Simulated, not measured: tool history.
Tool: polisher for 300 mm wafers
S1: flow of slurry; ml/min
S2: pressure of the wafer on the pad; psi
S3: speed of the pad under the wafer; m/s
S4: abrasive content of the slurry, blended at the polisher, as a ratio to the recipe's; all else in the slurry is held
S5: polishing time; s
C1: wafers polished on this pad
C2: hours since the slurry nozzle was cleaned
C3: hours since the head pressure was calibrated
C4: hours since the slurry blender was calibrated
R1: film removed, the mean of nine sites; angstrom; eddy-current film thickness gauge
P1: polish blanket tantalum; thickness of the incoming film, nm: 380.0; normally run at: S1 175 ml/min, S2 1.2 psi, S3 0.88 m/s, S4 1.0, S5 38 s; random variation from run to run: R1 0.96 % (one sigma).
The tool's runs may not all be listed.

run   hour   S1   S2    S3   S4  S5    C1     C2     C3     C4      R1
  1    5.5  175  1.2  0.88  1.0  38   407  409.4  314.1  102.4  374.76
  2   13.5  175  1.2  0.88  1.0  38   527  417.4  322.1  110.4  381.19
  3   18.5  230  1.2  0.88  1.0  38   602  422.4  327.1  115.4  388.27
  4   22.7  175  1.2  1.32  1.0  38   665  426.6  331.3  119.6  572.08
  5   27.0  235  1.2  0.88  1.0  21   730  430.9  335.6  123.9  218.74
  6   31.1  175  1.6  0.88  1.0  38   791  435.0  339.7  128.0  509.47
      31.5  -- head pressure recalibrated
  7   39.6  175  1.2  0.88  1.4  38   919  443.5    8.1  136.5  417.76
  8   47.7  175  0.9  0.88  1.0  38  1040  451.6   16.2  144.6  282.17
  9   53.9  175  1.2  0.88  0.5  38  1133  457.8   22.4  150.8  294.63
 10   57.9  175  1.2  0.88  1.0  38  1193  461.8   26.4  154.8  374.12
 11   62.2  175  1.2  0.42  1.0  38  1258  466.1   30.7  159.1  177.15
 12   66.9  135  1.6  0.88  1.0  38  1328  470.8   35.4  163.8  480.40
 13   74.0  175  1.2  0.88  1.0  38  1435  477.9   42.5  170.9  382.71
 14   81.1  175  1.2  0.88  1.0  38  1541  485.0   49.6  178.0  383.76
 15   86.8  175  1.2  0.88  1.0  22  1627  490.7   55.3  183.7  218.31
 16   93.5  175  1.2  0.88  1.0  38  1727  497.4   62.0  190.4  377.68
 17  100.7  175  1.7  0.88  1.0  57  1835  504.6   69.2  197.6  795.39
 18  107.0  105  1.2  0.88  1.0  38  1930  510.9   75.5  203.9  343.11
 19  111.8  175  1.2  0.88  1.0  38  2002  515.7   80.3  208.7  373.65
 20  120.5  175  1.2  0.88  1.0  50  2132  524.4   89.0  217.4  501.66
 21  127.6  175  1.2  0.88  1.0  38  2239  531.5   96.1  224.5  369.45
 22  133.0  175  1.2  0.88  1.0  38  2320  536.9  101.5  229.9  369.40
 23  141.0  175  1.2  0.88  1.0  38  2440  544.9  109.5  237.9  362.04
 24  149.3  175  1.2  0.88  1.0  38  2564  553.2  117.8  246.2  356.86
     149.4  -- worn pad replaced by a new one
     150.8  -- head pressure recalibrated
 25  155.8  175  1.2  0.88  1.0  38    96  559.7    5.1  252.7  352.14
 26  164.5  175  1.2  0.88  1.0  38   227  568.4   13.8  261.4  352.28
 27  172.4  175  1.2  0.88  1.0  38   345  576.3   21.7  269.3  348.57

What P1 gives has crept away from where it was. These 2 causes fit the log equally well, each at the size given:
A: abrasive missing from the slurry, % = 21.3
B: slurry flow missing at the pad, % = 33.7
The creep began at about hour 127.6.
Why every other cause is out:
removal rate lost through wear of the pad, %: serviced at hour 149.4, which brought nothing back
head's pressure below its setpoint, %: serviced at hour 150.8, which brought nothing back

4 check runs are offered, each on 3 wafers whose results are averaged, their results left as question marks. Which one tells the causes apart?
check 1  180.3  175  1.2  0.46  1.00  24                   ?
check 2  180.3  175  1.2  0.88  1.25  23                   ?
check 3  180.3  175  1.2  1.28  1.00  38                   ?
check 4  180.3  105  1.5  0.88  1.00  38                   ?

What each check would give under each cause:
  check  result    if A    if B
check 1      R1  115.65  115.67
check 2      R1  227.35  224.91
check 3      R1  509.53  509.60
check 4      R1  397.40  380.80
How far apart the two closest causes lie, in the result that separates them most: check 1 0.01 %; check 2 1.08 %; check 3 0.01 %; check 4 4.27 %
Check 4 tells the causes apart: in the others they would give nearly the same result.

Check 4 was then run and gave: R1 380.43 angstrom. Which cause is it?

It is B: slurry flow missing at the pad, %.
